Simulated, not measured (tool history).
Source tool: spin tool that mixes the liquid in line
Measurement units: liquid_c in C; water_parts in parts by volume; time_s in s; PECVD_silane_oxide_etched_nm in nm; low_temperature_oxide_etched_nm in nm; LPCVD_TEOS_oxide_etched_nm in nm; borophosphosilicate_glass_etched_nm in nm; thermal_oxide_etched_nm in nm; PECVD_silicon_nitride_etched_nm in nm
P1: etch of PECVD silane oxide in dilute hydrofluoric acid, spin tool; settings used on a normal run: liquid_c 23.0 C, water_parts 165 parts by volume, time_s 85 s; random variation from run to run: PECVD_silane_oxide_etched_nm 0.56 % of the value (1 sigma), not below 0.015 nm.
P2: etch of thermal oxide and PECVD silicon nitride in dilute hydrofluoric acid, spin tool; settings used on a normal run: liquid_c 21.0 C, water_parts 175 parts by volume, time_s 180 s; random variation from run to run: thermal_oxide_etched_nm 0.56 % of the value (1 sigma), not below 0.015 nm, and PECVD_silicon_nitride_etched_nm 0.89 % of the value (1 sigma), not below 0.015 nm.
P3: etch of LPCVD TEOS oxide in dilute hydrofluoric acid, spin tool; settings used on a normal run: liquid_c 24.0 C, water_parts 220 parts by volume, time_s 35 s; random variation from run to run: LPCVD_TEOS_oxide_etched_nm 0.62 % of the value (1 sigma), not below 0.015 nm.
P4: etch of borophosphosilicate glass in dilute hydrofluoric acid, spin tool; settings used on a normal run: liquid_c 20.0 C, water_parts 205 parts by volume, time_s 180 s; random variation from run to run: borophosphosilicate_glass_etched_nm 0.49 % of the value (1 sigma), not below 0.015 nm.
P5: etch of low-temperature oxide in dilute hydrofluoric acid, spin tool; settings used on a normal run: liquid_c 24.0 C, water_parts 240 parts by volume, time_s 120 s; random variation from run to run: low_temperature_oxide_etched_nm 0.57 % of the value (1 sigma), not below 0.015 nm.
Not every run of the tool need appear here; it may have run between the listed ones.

run   hour  process  liquid_c  water_parts  time_s  PECVD_silane_oxide_etched_nm  low_temperature_oxide_etched_nm  LPCVD_TEOS_oxide_etched_nm  borophosphosilicate_glass_etched_nm  thermal_oxide_etched_nm  PECVD_silicon_nitride_etched_nm
  1    5.9       P1      23.0          165      85                       10.4060
  2   19.0       P1      23.0          240     140                       11.1240
  3   27.3       P1      23.0           45      85                       44.1690
  4   39.2       P5      24.0          240     215                                                         24.150
  5   45.4       P1      23.0          165      85                       10.5020
  6   58.7       P3      27.5          220      35                                                                                     5.4211
  7   68.0       P1      23.0          165      85                       10.5040
  8   77.0       P1      23.0          165      25                        3.1169
  9   84.7       P1      23.0          165      85                       10.6830
 10   92.2       P4      20.0          205     340                                                                                                                          32.592
 11  101.0       P1      23.0          165     150                       18.7290
 12  111.1       P4      27.5          205     180                                                                                                                          22.842
 13  123.2       P3      24.0          220      15                                                                                     2.0359
 14  135.5       P5      24.0          240     120                                                         13.496
 15  148.8       P5      17.0          240     120                                                         10.264
 16  158.5       P1      23.0          165      85                       10.4980
 17  169.1       P2      21.0          175     290                                                                                                                                                   6.3651                           3.6343
 18  176.6       P5      24.0          100     120                                                         37.916
 19  184.6       P2      21.0          255     180                                                                                                                                                   2.4709                           1.5586
 20  190.6       P4      20.0          205     180                                                                                                                          17.200
 21  196.7       P4      20.0          205     180                                                                                                                          17.431
 22  205.3       P3      24.0           65      35                                                                                    19.0080
     208.9  -- thermometer replaced
 23  218.4       P2      21.0          175     180                                                                                                                                                   3.9198                           2.2927
 24  228.9       P2      21.0          175     180                                                                                                                                                   3.9323                           2.2914
 25  237.6       P3      24.0          220      35                                                                                     4.7444
 26  248.5       P1      30.0          165      85                       13.5520
 27  257.6       P2      17.0          175     180                                                                                                                                                   3.3191                           1.7491
 28  264.1       P1      17.5          165      85                        8.4606
 29  275.8       P5      24.0          240     120                                                         13.457
 30  284.3       P1      29.0          165      15                        2.3302
 31  291.4       P1      23.0          255      85                        6.2060
 32  304.4       P4      20.0           70     180                                                                                                                          58.141
 33  310.7       P1      23.0          165      85                       10.5680
 34  317.0       P1      23.0          165      85                       10.7970
 35  330.2       P1      23.0          165      85                       10.8880

Estimate the outcome of run 36 from the log above:
 36  337.7       P1      23.0          165      85                             ?

Logged for run 36: PECVD_silane_oxide_etched_nm 10.9910 nm.

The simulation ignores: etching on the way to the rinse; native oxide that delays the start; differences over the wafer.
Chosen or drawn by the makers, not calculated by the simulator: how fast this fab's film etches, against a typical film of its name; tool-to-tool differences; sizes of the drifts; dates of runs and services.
